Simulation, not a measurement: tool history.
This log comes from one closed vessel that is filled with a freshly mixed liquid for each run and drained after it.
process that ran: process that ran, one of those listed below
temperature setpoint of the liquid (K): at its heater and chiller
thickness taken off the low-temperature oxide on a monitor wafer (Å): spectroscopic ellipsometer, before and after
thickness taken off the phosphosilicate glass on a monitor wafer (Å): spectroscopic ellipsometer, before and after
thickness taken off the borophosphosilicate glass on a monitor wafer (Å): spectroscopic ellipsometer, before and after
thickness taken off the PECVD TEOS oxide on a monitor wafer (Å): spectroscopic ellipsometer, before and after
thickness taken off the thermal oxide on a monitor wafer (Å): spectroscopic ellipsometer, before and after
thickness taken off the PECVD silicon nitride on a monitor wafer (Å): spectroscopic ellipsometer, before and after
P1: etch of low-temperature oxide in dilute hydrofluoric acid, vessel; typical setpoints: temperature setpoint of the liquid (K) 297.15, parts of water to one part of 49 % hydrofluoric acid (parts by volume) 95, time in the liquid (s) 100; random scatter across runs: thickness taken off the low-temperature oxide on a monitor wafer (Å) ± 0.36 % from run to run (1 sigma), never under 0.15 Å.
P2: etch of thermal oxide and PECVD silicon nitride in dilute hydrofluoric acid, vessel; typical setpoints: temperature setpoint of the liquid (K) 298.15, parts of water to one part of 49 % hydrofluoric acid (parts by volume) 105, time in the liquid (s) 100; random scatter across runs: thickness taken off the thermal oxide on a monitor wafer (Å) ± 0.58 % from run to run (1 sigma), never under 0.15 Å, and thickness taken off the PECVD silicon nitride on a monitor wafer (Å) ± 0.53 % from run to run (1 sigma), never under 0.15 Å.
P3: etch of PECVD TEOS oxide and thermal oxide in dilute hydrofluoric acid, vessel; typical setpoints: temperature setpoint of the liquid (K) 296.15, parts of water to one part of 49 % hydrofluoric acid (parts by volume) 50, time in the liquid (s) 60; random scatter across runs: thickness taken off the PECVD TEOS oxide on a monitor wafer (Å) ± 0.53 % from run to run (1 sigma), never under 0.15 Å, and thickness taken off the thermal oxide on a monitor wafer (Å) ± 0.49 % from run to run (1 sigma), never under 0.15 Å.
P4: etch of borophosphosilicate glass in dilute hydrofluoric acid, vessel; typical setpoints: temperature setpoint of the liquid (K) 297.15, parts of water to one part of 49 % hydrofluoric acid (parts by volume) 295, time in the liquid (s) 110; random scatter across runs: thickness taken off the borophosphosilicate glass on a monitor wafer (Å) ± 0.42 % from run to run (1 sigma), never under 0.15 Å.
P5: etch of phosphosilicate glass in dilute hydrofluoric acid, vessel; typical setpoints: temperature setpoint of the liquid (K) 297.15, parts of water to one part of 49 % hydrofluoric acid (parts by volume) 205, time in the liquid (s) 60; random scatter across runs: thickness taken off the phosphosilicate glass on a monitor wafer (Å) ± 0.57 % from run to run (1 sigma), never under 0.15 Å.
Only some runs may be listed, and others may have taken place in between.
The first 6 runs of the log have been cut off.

run     day  process that ran  temperature setpoint of the liquid (K)  parts of water to one part of 49 % hydrofluoric acid (parts by volume)  time in the liquid (s)  hours since the thermometer was replaced  hours since the hydrofluoric acid flow meter was replaced  thickness taken off the low-temperature oxide on a monitor wafer (Å)  thickness taken off the phosphosilicate glass on a monitor wafer (Å)  thickness taken off the borophosphosilicate glass on a monitor wafer (Å)  thickness taken off the PECVD TEOS oxide on a monitor wafer (Å)  thickness taken off the thermal oxide on a monitor wafer (Å)  thickness taken off the PECVD silicon nitride on a monitor wafer (Å)
  7   2.633                P1                                  290.15                                                                      95                     100                                     137.5                                                      266.9                                                               253.110
  8   2.942                P1                                  297.15                                                                      95                     100                                     144.9                                                      274.3                                                               339.680
  9   3.183                P3                                  296.15                                                                      50                      30                                     150.7                                                      280.1                                                                                                                                                                                                                                                                                 81.162                                                        29.659
 10   3.492                P1                                  297.15                                                                      95                     100                                     158.1                                                      287.5                                                               337.790
 11   3.750                P2                                  298.15                                                                     105                     100                                     164.3                                                      293.7                                                                                                                                                                                                                                                                                                                                               42.667                                                                39.501
 12   4.200                P2                                  298.15                                                                     165                     100                                     175.1                                                      304.5                                                                                                                                                                                                                                                                                                                                               25.443                                                                24.839
 13   4.450                P1                                  297.15                                                                      95                     100                                     181.1                                                      310.5                                                               337.990
 14   4.779                P4                                  297.15                                                                     295                     110                                     189.0                                                      318.4                                                                                                                                                                                                                186.60
 15   5.175                P1                                  297.15                                                                      30                     100                                     198.5                                                      327.9                                                              1171.500
 16   5.638                P4                                  290.15                                                                     295                     110                                     209.6                                                      339.0                                                                                                                                                                                                                145.36
 17   6.050                P3                                  296.15                                                                      20                      60                                     219.5                                                      348.9                                                                                                                                                                                                                                                                                428.360                                                       153.820
 18   6.412                P2                                  298.15                                                                     105                     100                                     228.2                                                      357.6                                                                                                                                                                                                                                                                                                                                               42.366                                                                38.976
      6.750  -- hydrofluoric acid flow meter replaced
 19   6.862                P3                                  301.65                                                                      50                      60                                     239.0                                                        2.7                                                                                                                                                                                                                                                                                204.580                                                        73.582
 20   7.071                P1                                  301.15                                                                      95                     100                                     244.0                                                        7.7                                                               396.100
 21   7.479                P5                                  302.15                                                                     205                      60                                     253.8                                                       17.5                                                                                                                                      341.86
 22   7.900                P1                                  297.15                                                                      95                     100                                     263.9                                                       27.6                                                               337.360
 23   8.221                P4                                  297.15                                                                      75                     110                                     271.6                                                       35.3                                                                                                                                                                                                                934.19
 24   8.596                P2                                  292.65                                                                     105                     100                                     280.6                                                       44.3                                                                                                                                                                                                                                                                                                                                               34.441                                                                26.944
 25   9.025                P1                                  297.15                                                                     135                      40                                     290.9                                                       54.6                                                                90.948
 26   9.271                P5                                  297.15                                                                      55                      60                                     296.8                                                       60.5                                                                                                                                     1278.80
 27   9.479                P5                                  297.15                                                                     205                      60                                     301.8                                                       65.5                                                                                                                                      285.51
 28   9.838                P2                                  298.15                                                                     105                     195                                     310.4                                                       74.1                                                                                                                                                                                                                                                                                                                                               83.298                                                                76.185
 29  10.183                P1                                  297.15                                                                      95                     190                                     318.7                                                       82.4                                                               636.980
 30  10.429                P3                                  296.15                                                                      50                      60                                     324.6                                                       88.3                                                                                                                                                                                                                                                                                165.850                                                        58.526

What does the tool deliver on the next run?
 31  10.650                P4                                  297.15                                                                     295                     205                                     329.9                                                       93.6                                                                                                                                                                                                                     ?

Run 31 measured thickness taken off the borophosphosilicate glass on a monitor wafer (Å) 347.91.
